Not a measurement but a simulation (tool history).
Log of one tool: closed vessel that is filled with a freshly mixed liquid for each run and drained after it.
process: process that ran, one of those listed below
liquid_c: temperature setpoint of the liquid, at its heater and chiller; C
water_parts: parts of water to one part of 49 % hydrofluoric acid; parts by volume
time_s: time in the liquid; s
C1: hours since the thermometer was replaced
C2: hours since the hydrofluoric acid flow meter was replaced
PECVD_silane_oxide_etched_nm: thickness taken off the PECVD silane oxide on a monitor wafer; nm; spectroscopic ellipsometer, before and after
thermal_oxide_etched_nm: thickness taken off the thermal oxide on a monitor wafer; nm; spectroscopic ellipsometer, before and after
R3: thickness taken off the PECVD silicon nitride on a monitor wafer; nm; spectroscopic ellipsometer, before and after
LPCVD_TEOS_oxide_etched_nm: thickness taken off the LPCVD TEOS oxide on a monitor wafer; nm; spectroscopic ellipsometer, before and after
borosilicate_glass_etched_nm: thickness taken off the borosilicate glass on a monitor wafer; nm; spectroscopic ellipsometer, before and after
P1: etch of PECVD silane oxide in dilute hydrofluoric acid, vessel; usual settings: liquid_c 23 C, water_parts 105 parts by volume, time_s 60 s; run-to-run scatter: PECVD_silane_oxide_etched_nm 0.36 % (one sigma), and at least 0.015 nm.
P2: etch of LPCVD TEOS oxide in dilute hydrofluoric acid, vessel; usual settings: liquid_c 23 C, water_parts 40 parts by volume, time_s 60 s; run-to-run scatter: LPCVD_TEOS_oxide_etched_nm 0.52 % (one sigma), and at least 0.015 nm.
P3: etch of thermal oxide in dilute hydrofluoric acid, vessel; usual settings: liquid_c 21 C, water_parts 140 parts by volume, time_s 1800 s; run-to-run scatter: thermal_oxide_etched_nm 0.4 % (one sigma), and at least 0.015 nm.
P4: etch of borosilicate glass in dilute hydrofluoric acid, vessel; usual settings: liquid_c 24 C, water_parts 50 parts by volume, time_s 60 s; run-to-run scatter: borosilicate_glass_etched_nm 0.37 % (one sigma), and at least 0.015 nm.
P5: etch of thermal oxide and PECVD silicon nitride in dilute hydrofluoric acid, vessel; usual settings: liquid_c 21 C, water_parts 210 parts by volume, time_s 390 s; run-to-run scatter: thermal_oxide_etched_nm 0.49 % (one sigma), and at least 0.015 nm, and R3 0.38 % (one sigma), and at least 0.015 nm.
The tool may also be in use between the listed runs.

run 1 hour=10.2 | process=P1 liquid_c=23 water_parts=105 time_s=60 | C1=522.5 C2=1094.3 | PECVD_silane_oxide_etched_nm=23.702
run 2 hour=16.1 | process=P5 liquid_c=21 water_parts=210 time_s=770 | C1=528.4 C2=1100.2 | thermal_oxide_etched_nm=13.8110 R3=13.9740
run 3 hour=23.7 | process=P1 liquid_c=17 water_parts=30 time_s=60 | C1=536.0 C2=1107.8 | PECVD_silane_oxide_etched_nm=71.166
run 4 hour=31.3 | process=P1 liquid_c=23 water_parts=105 time_s=60 | C1=543.6 C2=1115.4 | PECVD_silane_oxide_etched_nm=23.889
run 5 hour=41.9 | process=P3 liquid_c=21 water_parts=30 time_s=1800 | C1=554.2 C2=1126.0 | thermal_oxide_etched_nm=280.3700
run 6 hour=47.3 | process=P1 liquid_c=29 water_parts=105 time_s=60 | C1=559.6 C2=1131.4 | PECVD_silane_oxide_etched_nm=30.036
run 7 hour=52.3 | process=P1 liquid_c=23 water_parts=105 time_s=95 | C1=564.6 C2=1136.4 | PECVD_silane_oxide_etched_nm=37.699
run 8 hour=57.9 | process=P2 liquid_c=18 water_parts=40 time_s=60 | C1=570.2 C2=1142.0 | LPCVD_TEOS_oxide_etched_nm=32.064
run 9 hour=68.3 | process=P1 liquid_c=17 water_parts=105 time_s=115 | C1=580.6 C2=1152.4 | PECVD_silane_oxide_etched_nm=35.796
run 10 hour=75.3 | process=P1 liquid_c=23 water_parts=105 time_s=30 | C1=587.6 C2=1159.4 | PECVD_silane_oxide_etched_nm=11.931
run 11 hour=81.4 | process=P1 liquid_c=23 water_parts=185 time_s=60 | C1=593.7 C2=1165.5 | PECVD_silane_oxide_etched_nm=12.368
run 12 hour=89.9 | process=P1 liquid_c=18 water_parts=105 time_s=60 | C1=602.2 C2=1174.0 | PECVD_silane_oxide_etched_nm=19.428
run 13 hour=100.8 | process=P1 liquid_c=23 water_parts=105 time_s=60 | C1=613.1 C2=1184.9 | PECVD_silane_oxide_etched_nm=23.953
run 14 hour=110.7 | process=P3 liquid_c=21 water_parts=140 time_s=1800 | C1=623.0 C2=1194.8 | thermal_oxide_etched_nm=53.1250
run 15 hour=119.5 | process=P5 liquid_c=17 water_parts=210 time_s=390 | C1=631.8 C2=1203.6 | thermal_oxide_etched_nm=5.9499 R3=5.4326
run 16 hour=128.6 | process=P3 liquid_c=21 water_parts=140 time_s=545 | C1=640.9 C2=1212.7 | thermal_oxide_etched_nm=15.9770
run 17 hour=134.4 | process=P1 liquid_c=23 water_parts=105 time_s=60 | C1=646.7 C2=1218.5 | PECVD_silane_oxide_etched_nm=23.911
run 18 hour=139.7 | process=P5 liquid_c=21 water_parts=210 time_s=390 | C1=652.0 C2=1223.8 | thermal_oxide_etched_nm=7.0456 R3=7.0639
run 19 hour=150.2 | process=P3 liquid_c=25 water_parts=140 time_s=1800 | C1=662.5 C2=1234.3 | thermal_oxide_etched_nm=61.6690
run 20 hour=157.7 | process=P4 liquid_c=24 water_parts=20 time_s=60 | C1=670.0 C2=1241.8 | borosilicate_glass_etched_nm=65.605
run 21 hour=163.6 | process=P1 liquid_c=23 water_parts=105 time_s=60 | C1=675.9 C2=1247.7 | PECVD_silane_oxide_etched_nm=23.896
run 22 hour=172.8 | process=P1 liquid_c=23 water_parts=105 time_s=60 | C1=685.1 C2=1256.9 | PECVD_silane_oxide_etched_nm=23.917
run 23 hour=178.4 | process=P2 liquid_c=23 water_parts=65 time_s=60 | C1=690.7 C2=1262.5 | LPCVD_TEOS_oxide_etched_nm=23.746
run 24 hour=186.1 | process=P2 liquid_c=23 water_parts=40 time_s=30 | C1=698.4 C2=1270.2 | LPCVD_TEOS_oxide_etched_nm=19.955
run 25 hour=192.6 | process=P2 liquid_c=23 water_parts=40 time_s=60 | C1=704.9 C2=1276.7 | LPCVD_TEOS_oxide_etched_nm=39.882
run 26 hour=201.7 | process=P4 liquid_c=32 water_parts=50 time_s=60 | C1=714.0 C2=1285.8 | borosilicate_glass_etched_nm=34.577
run 27 hour=208.6 | process=P5 liquid_c=21 water_parts=210 time_s=390 | C1=720.9 C2=1292.7 | thermal_oxide_etched_nm=7.0146 R3=6.9868
run 28 hour=216.2 | process=P1 liquid_c=23 water_parts=105 time_s=60 | C1=728.5 C2=1300.3 | PECVD_silane_oxide_etched_nm=23.915
run 29 hour=223.8 | process=P5 liquid_c=21 water_parts=355 time_s=390 | C1=736.1 C2=1307.9 | thermal_oxide_etched_nm=3.6101 R3=4.1807
run 30 hour=233.0 | process=P4 liquid_c=24 water_parts=50 time_s=110 | C1=745.3 C2=1317.1 | borosilicate_glass_etched_nm=46.171
run 31 hour=243.7 | process=P1 liquid_c=23 water_parts=25 time_s=60 | C1=756.0 C2=1327.8 | PECVD_silane_oxide_etched_nm=110.580
run 32 hour=252.2 | process=P4 liquid_c=24 water_parts=50 time_s=60 | C1=764.5 C2=1336.3 | borosilicate_glass_etched_nm=25.166
run 33 hour=263.2 | process=P1 liquid_c=23 water_parts=105 time_s=60 | C1=775.5 C2=1347.3 | PECVD_silane_oxide_etched_nm=23.677
run 34 hour=273.3 | process=P1 liquid_c=23 water_parts=105 time_s=60 | C1=785.6 C2=1357.4 | PECVD_silane_oxide_etched_nm=24.430
run 35 hour=278.1 | process=P1 liquid_c=23 water_parts=105 time_s=60 | C1=790.4 C2=1362.2 | PECVD_silane_oxide_etched_nm=24.685
run 36 hour=287.7 | process=P1 liquid_c=23 water_parts=105 time_s=60 | C1=800.0 C2=1371.8 | PECVD_silane_oxide_etched_nm=25.038
run 37 hour=296.0 | process=P1 liquid_c=23 water_parts=105 time_s=60 | C1=808.3 C2=1380.1 | PECVD_silane_oxide_etched_nm=25.280
run 38 hour=300.8 | process=P1 liquid_c=23 water_parts=105 time_s=60 | C1=813.1 C2=1384.9 | PECVD_silane_oxide_etched_nm=25.318
run 39 hour=309.6 | process=P1 liquid_c=23 water_parts=105 time_s=60 | C1=821.9 C2=1393.7 | PECVD_silane_oxide_etched_nm=25.240
run 40 hour=320.3 | process=P1 liquid_c=23 water_parts=105 time_s=60 | C1=832.6 C2=1404.4 | PECVD_silane_oxide_etched_nm=25.393
run 41 hour=330.0 | process=P1 liquid_c=23 water_parts=105 time_s=60 | C1=842.3 C2=1414.1 | PECVD_silane_oxide_etched_nm=25.352
run 42 hour=338.0 | process=P1 liquid_c=23 water_parts=105 time_s=60 | C1=850.3 C2=1422.1 | PECVD_silane_oxide_etched_nm=25.557
run 43 hour=343.9 | process=P1 liquid_c=23 water_parts=105 time_s=60 | C1=856.2 C2=1428.0 | PECVD_silane_oxide_etched_nm=25.527
run 44 hour=351.9 | process=P1 liquid_c=23 water_parts=105 time_s=60 | C1=864.2 C2=1436.0 | PECVD_silane_oxide_etched_nm=25.590

What P1 gives has crept away from where it was. These 2 causes fit the log equally well, each at the size given:
A: liquid hotter than its thermometer reads (K) = 1.73
B: hydrofluoric acid flow above the setpoint (%) = 6.28
The creep began at about hour 263.2.

4 check runs are offered, one wafer each, their results left as question marks. Which one tells the causes apart?
run check 1 hour=359.9 | process=P2 liquid_c=23.0 water_parts=60 time_s=60 | LPCVD_TEOS_oxide_etched_nm=?
run check 2 hour=359.9 | process=P3 liquid_c=21.0 water_parts=40 time_s=1800 | thermal_oxide_etched_nm=?
run check 3 hour=359.9 | process=P4 liquid_c=29.5 water_parts=50 time_s=85 | borosilicate_glass_etched_nm=?
run check 4 hour=359.9 | process=P5 liquid_c=17.0 water_parts=210 time_s=575 | thermal_oxide_etched_nm=? R3=?

What each check would give under each cause:
check=check_1 result=LPCVD_TEOS_oxide_etched_nm if_A=27.742 if_B=27.599
check=check_2 result=thermal_oxide_etched_nm if_A=223.3500 if_B=221.3100
check=check_3 result=borosilicate_glass_etched_nm if_A=47.700 if_B=47.587
check=check_4 result=thermal_oxide_etched_nm if_A=9.4677 if_B=9.5080
check=check_4 result=R3 if_A=8.9202 if_B=8.4255
How far apart the two closest causes lie, in the result that separates them most: check 1 0.52 %; check 2 0.92 %; check 3 0.24 %; check 4 5.71 %
Only check 4 tells the causes apart: in the others they would give nearly the same result.

Then check 4 was run and gave: thermal_oxide_etched_nm 9.5379 nm; R3 8.4010 nm. Which cause is it?

It is B: hydrofluoric acid flow above the setpoint (%).
